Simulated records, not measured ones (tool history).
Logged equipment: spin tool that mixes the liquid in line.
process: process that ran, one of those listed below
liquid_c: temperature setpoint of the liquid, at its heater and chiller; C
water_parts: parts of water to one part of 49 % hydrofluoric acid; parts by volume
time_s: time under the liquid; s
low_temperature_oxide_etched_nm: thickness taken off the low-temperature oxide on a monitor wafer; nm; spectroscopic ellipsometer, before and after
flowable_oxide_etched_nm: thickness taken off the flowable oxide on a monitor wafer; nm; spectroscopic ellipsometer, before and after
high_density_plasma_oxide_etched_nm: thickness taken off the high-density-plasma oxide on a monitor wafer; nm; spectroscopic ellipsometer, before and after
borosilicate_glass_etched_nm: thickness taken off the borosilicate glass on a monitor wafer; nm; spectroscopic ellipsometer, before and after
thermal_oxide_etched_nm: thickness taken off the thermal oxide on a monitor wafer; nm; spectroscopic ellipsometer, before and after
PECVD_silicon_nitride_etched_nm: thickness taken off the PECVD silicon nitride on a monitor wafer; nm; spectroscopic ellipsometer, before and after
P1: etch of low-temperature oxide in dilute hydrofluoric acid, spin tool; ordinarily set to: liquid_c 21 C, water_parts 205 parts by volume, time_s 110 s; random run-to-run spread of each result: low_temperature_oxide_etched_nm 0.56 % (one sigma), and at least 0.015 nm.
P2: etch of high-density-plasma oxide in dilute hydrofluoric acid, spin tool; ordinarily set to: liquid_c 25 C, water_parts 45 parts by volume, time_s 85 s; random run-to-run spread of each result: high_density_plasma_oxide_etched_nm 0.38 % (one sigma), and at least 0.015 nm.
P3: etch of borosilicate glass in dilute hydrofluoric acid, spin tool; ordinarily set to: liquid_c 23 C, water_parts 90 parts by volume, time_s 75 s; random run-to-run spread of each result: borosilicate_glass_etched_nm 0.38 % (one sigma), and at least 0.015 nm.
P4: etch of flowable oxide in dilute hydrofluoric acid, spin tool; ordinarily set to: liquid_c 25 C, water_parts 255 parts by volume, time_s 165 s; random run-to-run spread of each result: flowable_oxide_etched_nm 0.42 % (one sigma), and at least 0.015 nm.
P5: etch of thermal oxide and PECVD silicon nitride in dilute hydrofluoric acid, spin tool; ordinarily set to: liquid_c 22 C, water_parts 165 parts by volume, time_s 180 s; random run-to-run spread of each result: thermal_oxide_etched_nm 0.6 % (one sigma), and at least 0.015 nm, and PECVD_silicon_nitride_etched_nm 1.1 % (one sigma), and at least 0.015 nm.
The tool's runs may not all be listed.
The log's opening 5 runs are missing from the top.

run   hour  process  liquid_c  water_parts  time_s  low_temperature_oxide_etched_nm  flowable_oxide_etched_nm  high_density_plasma_oxide_etched_nm  borosilicate_glass_etched_nm  thermal_oxide_etched_nm  PECVD_silicon_nitride_etched_nm
  6   78.2       P4        25          105     165                                                      35.76
  7   87.9       P1        21          205     155                           20.816
  8   96.3       P1        21          205     110                           14.646
  9  114.8       P1        28          205     110                           18.816
 10  132.7       P1        21          110      65                            17.89
 11  143.9       P1        17          205     110                           12.504
 12  154.8       P2        33           45      85                                                                                          15.178
 13  165.8       P2        25           45      15                                                                                          1.9615
 14  181.5       P3      28.5           90      75                                                                                                                        38.136
 15  192.5       P3        23           90      15                                                                                                                        6.1712
 16  202.4       P5        22           95     180                                                                                                                                                 8.8486                           4.0063
 17  211.6       P1        21          205     110                           14.661
 18  220.6       P3        23           90      75                                                                                                                        30.615
 19  231.7       P1        21          360     110                           7.2139
 20  244.3       P4        17          255     165                                                      9.341
 21  261.5       P2        25           75      85                                                                                          6.3345
 22  277.7       P1        21          205     110                            14.62
 23  287.8       P2        25           45      85                                                                                          11.031
 24  304.3       P5        22          165     180                                                                                                                                                 4.6228                           2.3614
 25  318.7       P3        23          135      75                                                                                                                        19.408
 26    334       P1        17          295     110                           8.1948
 27    350       P5        29          165     180                                                                                                                                                 6.0047                           3.6861
 28  365.3       P4        25          255     165                                                     12.484

Run 29 has not been measured yet. What should we expect?
 29  379.9       P5        22          165     180                                                                                                                                                      ?                                ?

thermal_oxide_etched_nm: 4.6357 nm
PECVD_silicon_nitride_etched_nm: 2.2926 nm

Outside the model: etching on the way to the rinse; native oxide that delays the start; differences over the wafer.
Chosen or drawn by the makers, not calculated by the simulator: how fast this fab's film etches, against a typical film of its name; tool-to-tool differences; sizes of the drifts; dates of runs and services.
